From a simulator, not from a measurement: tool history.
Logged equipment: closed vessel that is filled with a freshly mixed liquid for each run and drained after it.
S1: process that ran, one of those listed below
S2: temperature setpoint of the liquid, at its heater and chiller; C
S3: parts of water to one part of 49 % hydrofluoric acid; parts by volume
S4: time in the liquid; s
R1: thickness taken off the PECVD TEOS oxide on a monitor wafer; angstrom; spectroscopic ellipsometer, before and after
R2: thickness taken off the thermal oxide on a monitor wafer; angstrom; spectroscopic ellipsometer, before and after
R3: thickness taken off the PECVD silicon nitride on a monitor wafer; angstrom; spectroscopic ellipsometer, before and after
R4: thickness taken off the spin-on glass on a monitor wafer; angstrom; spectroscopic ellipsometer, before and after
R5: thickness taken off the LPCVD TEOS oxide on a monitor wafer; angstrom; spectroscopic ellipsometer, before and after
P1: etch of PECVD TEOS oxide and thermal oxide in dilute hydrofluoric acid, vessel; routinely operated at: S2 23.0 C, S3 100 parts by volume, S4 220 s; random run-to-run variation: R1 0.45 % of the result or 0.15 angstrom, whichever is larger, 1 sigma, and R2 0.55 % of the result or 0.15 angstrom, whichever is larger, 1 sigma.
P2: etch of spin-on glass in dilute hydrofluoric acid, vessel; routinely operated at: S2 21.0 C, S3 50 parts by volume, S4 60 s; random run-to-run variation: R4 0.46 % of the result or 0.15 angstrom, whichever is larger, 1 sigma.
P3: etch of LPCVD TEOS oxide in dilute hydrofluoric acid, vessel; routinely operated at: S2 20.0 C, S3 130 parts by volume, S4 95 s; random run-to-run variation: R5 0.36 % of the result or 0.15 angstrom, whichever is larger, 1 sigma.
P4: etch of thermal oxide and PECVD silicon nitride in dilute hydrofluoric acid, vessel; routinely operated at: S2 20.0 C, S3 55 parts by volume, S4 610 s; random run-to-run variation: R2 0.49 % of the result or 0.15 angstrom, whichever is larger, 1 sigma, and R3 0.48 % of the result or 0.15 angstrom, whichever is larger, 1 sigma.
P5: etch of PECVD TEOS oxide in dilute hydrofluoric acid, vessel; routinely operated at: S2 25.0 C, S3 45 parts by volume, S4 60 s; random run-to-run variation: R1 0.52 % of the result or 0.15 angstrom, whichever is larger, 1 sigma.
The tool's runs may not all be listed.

run 1 hour=8.8 | S1=P1 S2=23.0 S3=100 S4=220 | R1=253.450 R2=105.700
run 2 hour=20.7 | S1=P1 S2=23.0 S3=100 S4=220 | R1=253.570 R2=107.460
run 3 hour=35.2 | S1=P5 S2=25.0 S3=45 S4=60 | R1=282.780
run 4 hour=42.3 | S1=P4 S2=17.0 S3=55 S4=610 | R2=424.530 R3=381.06
run 5 hour=50.9 | S1=P4 S2=20.0 S3=55 S4=610 | R2=481.170 R3=474.14
run 6 hour=64.2 | S1=P1 S2=23.0 S3=100 S4=40 | R1=45.908 R2=19.552
run 7 hour=70.5 | S1=P1 S2=23.0 S3=100 S4=220 | R1=253.270 R2=106.210
run 8 hour=78.7 | S1=P2 S2=17.0 S3=50 S4=60 | R4=271.54
run 9 hour=91.1 | S1=P3 S2=20.0 S3=130 S4=175 | R5=612.00
run 10 hour=97.6 | S1=P1 S2=17.0 S3=100 S4=220 | R1=199.130 R2=83.148
run 11 hour=104.8 | S1=P2 S2=21.0 S3=50 S4=30 | R4=160.49
run 12 hour=114.2 | S1=P1 S2=23.0 S3=65 S4=220 | R1=409.400 R2=173.320
-- hour=117.8 hydrofluoric acid flow meter replaced
run 13 hour=126.3 | S1=P1 S2=23.0 S3=150 S4=220 | R1=159.260 R2=66.969
run 14 hour=138.1 | S1=P3 S2=20.0 S3=130 S4=95 | R5=332.01
run 15 hour=149.6 | S1=P5 S2=25.0 S3=20 S4=60 | R1=658.380
run 16 hour=160.1 | S1=P2 S2=21.0 S3=50 S4=60 | R4=321.21
run 17 hour=172.1 | S1=P2 S2=21.0 S3=90 S4=60 | R4=169.27
run 18 hour=180.8 | S1=P5 S2=30.5 S3=45 S4=60 | R1=354.190
run 19 hour=188.9 | S1=P1 S2=23.0 S3=100 S4=220 | R1=253.630 R2=106.900
run 20 hour=197.3 | S1=P1 S2=23.0 S3=100 S4=360 | R1=414.910 R2=175.620
run 21 hour=205.1 | S1=P2 S2=21.0 S3=50 S4=60 | R4=317.68
run 22 hour=217.5 | S1=P1 S2=23.0 S3=100 S4=220 | R1=251.940 R2=106.920
run 23 hour=226.1 | S1=P4 S2=20.0 S3=55 S4=610 | R2=483.500 R3=475.50
run 24 hour=239.3 | S1=P1 S2=23.0 S3=100 S4=220 | R1=252.520 R2=105.870
run 25 hour=248.1 | S1=P4 S2=20.0 S3=55 S4=1220 | R2=955.900 R3=951.41
run 26 hour=261.4 | S1=P1 S2=17.0 S3=30 S4=220 | R1=711.860 R2=302.100
run 27 hour=275.9 | S1=P3 S2=20.0 S3=65 S4=95 | R5=713.50
run 28 hour=287.6 | S1=P5 S2=25.0 S3=45 S4=30 | R1=141.350
run 29 hour=301.9 | S1=P3 S2=27.0 S3=130 S4=95 | R5=435.27
run 30 hour=314.9 | S1=P4 S2=20.0 S3=80 S4=610 | R2=321.060 R3=326.28

Run 31, settings as shown, results not yet in. Your forecast:
run 31 hour=321.3 | S1=P1 S2=23.0 S3=100 S4=220 | R1=? R2=?

Run 31 gave R1 255.020 angstrom, R2 106.880 angstrom.
